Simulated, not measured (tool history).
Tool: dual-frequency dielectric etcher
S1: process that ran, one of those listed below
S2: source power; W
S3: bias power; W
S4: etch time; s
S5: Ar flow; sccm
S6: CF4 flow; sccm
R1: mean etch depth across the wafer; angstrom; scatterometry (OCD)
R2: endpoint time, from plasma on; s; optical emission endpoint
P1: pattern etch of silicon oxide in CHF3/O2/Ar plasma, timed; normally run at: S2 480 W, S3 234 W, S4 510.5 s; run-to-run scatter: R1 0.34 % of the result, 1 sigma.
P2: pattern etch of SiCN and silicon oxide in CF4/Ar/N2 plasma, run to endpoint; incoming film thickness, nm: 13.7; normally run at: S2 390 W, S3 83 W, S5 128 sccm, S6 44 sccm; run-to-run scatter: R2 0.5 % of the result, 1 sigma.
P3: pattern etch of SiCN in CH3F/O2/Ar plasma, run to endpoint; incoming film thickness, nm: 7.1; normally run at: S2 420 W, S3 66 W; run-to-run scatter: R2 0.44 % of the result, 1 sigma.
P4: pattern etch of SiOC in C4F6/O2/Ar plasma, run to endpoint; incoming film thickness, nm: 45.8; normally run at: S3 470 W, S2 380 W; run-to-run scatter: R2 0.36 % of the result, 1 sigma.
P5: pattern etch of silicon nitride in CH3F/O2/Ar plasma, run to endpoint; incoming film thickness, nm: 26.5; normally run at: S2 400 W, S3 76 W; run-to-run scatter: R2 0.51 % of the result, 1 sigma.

run   hour  S1   S2   S3     S4   S5  S6       R1      R2
  1    3.5  P1  480  234  510.5           10068.0
  2    6.7  P1  650  191  510.5           10503.0
  3    9.3  P2  390   83         128  44           18.641
  4   12.9  P3  420   66                           18.758
  5   16.3  P3  420   91                           16.648
  6   18.8  P2  390   83         128  60           17.772
  7   20.8  P5  550   76                           33.362
  8   23.7  P1  480  234  510.5           10015.0
  9   26.1  P4  380  302                           18.678
 10   30.0  P2  390  114         128  44           16.516
 11   32.3  P1  380  234  510.5            9204.0
 12   35.0  P2  320   83         128  44           21.955
 13   37.8  P1  480  234  682.5           13457.0
 14   41.5  P2  390   83          85  44           17.567
 15   45.5  P1  590  190  510.5           10128.0
 16   48.5  P5  400   76                           37.864
 17   52.6  P1  480  234  510.5           10076.0
 18   57.0  P4  380  470                           15.906
 19   60.4  P1  480  175  510.5            9105.7
 20   64.3  P5  400   99                           34.530
 21   66.2  P1  480  320  510.5           11252.0
 22   69.3  P4  470  470                           14.816
 23   73.3  P1  480  234  510.5           10143.0
 24   77.0  P1  480  234  510.5           10042.0
 25   80.6  P1  480  234  510.5           10029.0
 26   84.4  P1  480  234  370.0            7274.2
 27   87.2  P4  380  470                           15.986
 28   91.1  P5  400   76                           37.936
 29   94.2  P1  680  234  510.5           11393.0
 30   96.7  P3  420   66                           18.483
 31  100.6  P3  280   66                           21.746
 32  102.7  P1  480  234  510.5           10034.0
 33  106.7  P1  480  234  510.5            9978.0
 34  109.6  P1  480  234  510.5            9967.3
 35  111.9  P1  480  234  510.5            9924.3
 36  115.4  P1  480  234  510.5            9903.5
 37  119.3  P1  480  234  510.5            9933.5
 38  123.5  P1  480  234  510.5            9886.2
     125.7  -- wet clean of the chamber
 39  126.2  P1  480  234  510.5            9864.4
 40  128.7  P1  480  234  510.5            9853.0
 41  131.5  P1  480  234  510.5            9911.2
 42  135.3  P1  480  234  510.5            9885.7
 43  138.8  P1  480  234  510.5            9861.6

What P1 gives has crept away from where it was. These 2 causes fit the log equally well, each at the size given:
A: bias power that arrives under what is set, % = 4.64
B: source power that arrives under what is set, % = 4.42
The creep began at about hour 102.7.
Why every other cause is out:
chamber walls in a state that lowers the etch rate, %: serviced at hour 125.7, which brought nothing back

4 check runs are offered, each on 3 wafers whose results are averaged, their results left as question marks. Which one tells the causes apart?
check 1  142.3  P4  380  328                    ?
check 2  142.3  P3  290   66                    ?
check 3  142.3  P2  390   95      128  59       ?
check 4  142.3  P5  400   87                    ?

What each check would give under each cause:
  check  result    if A    if B
check 1      R2  18.455  18.463
check 2      R2  21.736  21.740
check 3      R2  17.279  17.648
check 4      R2  36.651  36.653
How far apart the two closest causes lie, in the result that separates them most: check 1 0.04 %; check 2 0.02 %; check 3 2.11 %; check 4 0.01 %
Check 3 tells the causes apart: in the others they would give nearly the same result.

Check 3 was then run and gave: R2 17.226 s. Which cause is it?

It is A: bias power that arrives under what is set, %.
